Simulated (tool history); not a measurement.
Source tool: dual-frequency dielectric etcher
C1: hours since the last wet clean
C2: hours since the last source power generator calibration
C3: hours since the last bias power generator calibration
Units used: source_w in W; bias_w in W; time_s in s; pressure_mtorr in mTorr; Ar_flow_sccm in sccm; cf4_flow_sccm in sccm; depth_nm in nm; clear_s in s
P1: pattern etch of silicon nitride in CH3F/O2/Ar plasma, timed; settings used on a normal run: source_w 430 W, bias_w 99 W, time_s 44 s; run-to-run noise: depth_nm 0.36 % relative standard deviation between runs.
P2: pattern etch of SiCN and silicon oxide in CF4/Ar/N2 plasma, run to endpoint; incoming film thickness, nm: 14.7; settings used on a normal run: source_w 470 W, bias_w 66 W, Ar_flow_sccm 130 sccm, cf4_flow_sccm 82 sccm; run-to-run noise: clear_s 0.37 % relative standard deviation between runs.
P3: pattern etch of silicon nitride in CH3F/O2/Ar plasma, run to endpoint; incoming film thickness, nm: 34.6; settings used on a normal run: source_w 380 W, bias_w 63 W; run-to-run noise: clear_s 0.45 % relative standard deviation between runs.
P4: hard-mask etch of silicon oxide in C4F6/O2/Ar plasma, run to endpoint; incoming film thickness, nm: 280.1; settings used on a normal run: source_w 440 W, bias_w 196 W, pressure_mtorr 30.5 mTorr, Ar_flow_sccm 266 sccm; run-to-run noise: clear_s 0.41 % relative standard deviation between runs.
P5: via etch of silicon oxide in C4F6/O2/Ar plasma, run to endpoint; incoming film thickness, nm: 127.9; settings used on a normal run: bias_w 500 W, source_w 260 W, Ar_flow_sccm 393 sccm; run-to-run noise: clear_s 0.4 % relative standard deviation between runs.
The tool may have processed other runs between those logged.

Run 1, hour 2.8: process P1, source_w 430 W, bias_w 99 W, time_s 44 s; C1 263.2; C2 958.8; C3 1217. Result: depth_nm 37.016 nm.
Run 2, hour 6.1: process P3, source_w 540 W, bias_w 63 W; C1 266.5; C2 962.1; C3 1220.3. Result: clear_s 47.013 s.
Run 3, hour 8.1: process P1, source_w 430 W, bias_w 99 W, time_s 63.5 s; C1 268.5; C2 964.1; C3 1222.3. Result: depth_nm 52.974 nm.
Run 4, hour 10.2: process P1, source_w 330 W, bias_w 99 W, time_s 44 s; C1 270.6; C2 966.2; C3 1224.4. Result: depth_nm 33.6 nm.
Run 5, hour 14: process P4, source_w 620 W, bias_w 196 W, pressure_mtorr 30.5 mTorr, Ar_flow_sccm 266 sccm; C1 274.4; C2 970; C3 1228.2. Result: clear_s 72.039 s.
Run 6, hour 16.3: process P1, source_w 540 W, bias_w 99 W, time_s 25 s; C1 276.7; C2 972.3; C3 1230.5. Result: depth_nm 22.86 nm.
Run 7, hour 19.5: process P1, source_w 430 W, bias_w 99 W, time_s 44 s; C1 279.9; C2 975.5; C3 1233.7. Result: depth_nm 36.784 nm.
Run 8, hour 21.8: process P2, source_w 470 W, bias_w 66 W, Ar_flow_sccm 130 sccm, cf4_flow_sccm 82 sccm; C1 282.2; C2 977.8; C3 1236. Result: clear_s 16.681 s.
Run 9, hour 25.4: process P2, source_w 470 W, bias_w 66 W, Ar_flow_sccm 130 sccm, cf4_flow_sccm 113 sccm; C1 285.8; C2 981.4; C3 1239.6. Result: clear_s 15.999 s.
Run 10, hour 29: process P1, source_w 540 W, bias_w 99 W, time_s 44 s; C1 289.4; C2 985; C3 1243.2. Result: depth_nm 40.294 nm.
Run 11, hour 32: process P2, source_w 470 W, bias_w 43 W, Ar_flow_sccm 130 sccm, cf4_flow_sccm 82 sccm; C1 292.4; C2 988; C3 1246.2. Result: clear_s 19.092 s.
Run 12, hour 34: process P5, source_w 260 W, bias_w 310 W, Ar_flow_sccm 393 sccm; C1 294.4; C2 990; C3 1248.2. Result: clear_s 41.068 s.
Run 13, hour 36.8: process P1, source_w 430 W, bias_w 99 W, time_s 44 s; C1 297.2; C2 992.8; C3 1251. Result: depth_nm 36.684 nm.
Run 14, hour 40.7: process P3, source_w 380 W, bias_w 63 W; C1 301.1; C2 996.7; C3 1254.9. Result: clear_s 53.715 s.
Run 15, hour 42.7: process P2, source_w 630 W, bias_w 66 W, Ar_flow_sccm 130 sccm, cf4_flow_sccm 82 sccm; C1 303.1; C2 998.7; C3 1256.9. Result: clear_s 12.968 s.
Run 16, hour 45.5: process P1, source_w 430 W, bias_w 99 W, time_s 44 s; C1 305.9; C2 1001.5; C3 1259.7. Result: depth_nm 36.894 nm.
Run 17, hour 48.3: process P3, source_w 380 W, bias_w 63 W; C1 308.7; C2 1004.3; C3 1262.5. Result: clear_s 53.777 s.
Run 18, hour 52: process P2, source_w 470 W, bias_w 66 W, Ar_flow_sccm 89 sccm, cf4_flow_sccm 82 sccm; C1 312.4; C2 1008; C3 1266.2. Result: clear_s 15.865 s.
Run 19, hour 54.8: process P4, source_w 440 W, bias_w 196 W, pressure_mtorr 30.5 mTorr, Ar_flow_sccm 337 sccm; C1 315.2; C2 1010.8; C3 1269. Result: clear_s 85.68 s.
Run 20, hour 57.7: process P1, source_w 430 W, bias_w 131 W, time_s 44 s; C1 318.1; C2 1013.7; C3 1271.9. Result: depth_nm 41.185 nm.
Run 21, hour 60.1: process P4, source_w 440 W, bias_w 276 W, pressure_mtorr 30.5 mTorr, Ar_flow_sccm 266 sccm; C1 320.5; C2 1016.1; C3 1274.3. Result: clear_s 74.096 s.
Run 22, hour 62.2: process P4, source_w 440 W, bias_w 196 W, pressure_mtorr 30.5 mTorr, Ar_flow_sccm 266 sccm; C1 322.6; C2 1018.2; C3 1276.4. Result: clear_s 83.206 s.
Run 23, hour 65.1: process P5, source_w 260 W, bias_w 500 W, Ar_flow_sccm 393 sccm; C1 325.5; C2 1021.1; C3 1279.3. Result: clear_s 34.39 s.

The next listed run, before its measurement:
Run 24, hour 67.6: process P1, source_w 430 W, bias_w 126 W, time_s 35.5 s; C1 328; C2 1023.6; C3 1281.8. Result: depth_nm ?.

{"run 24": {"depth_nm": 32.63}}
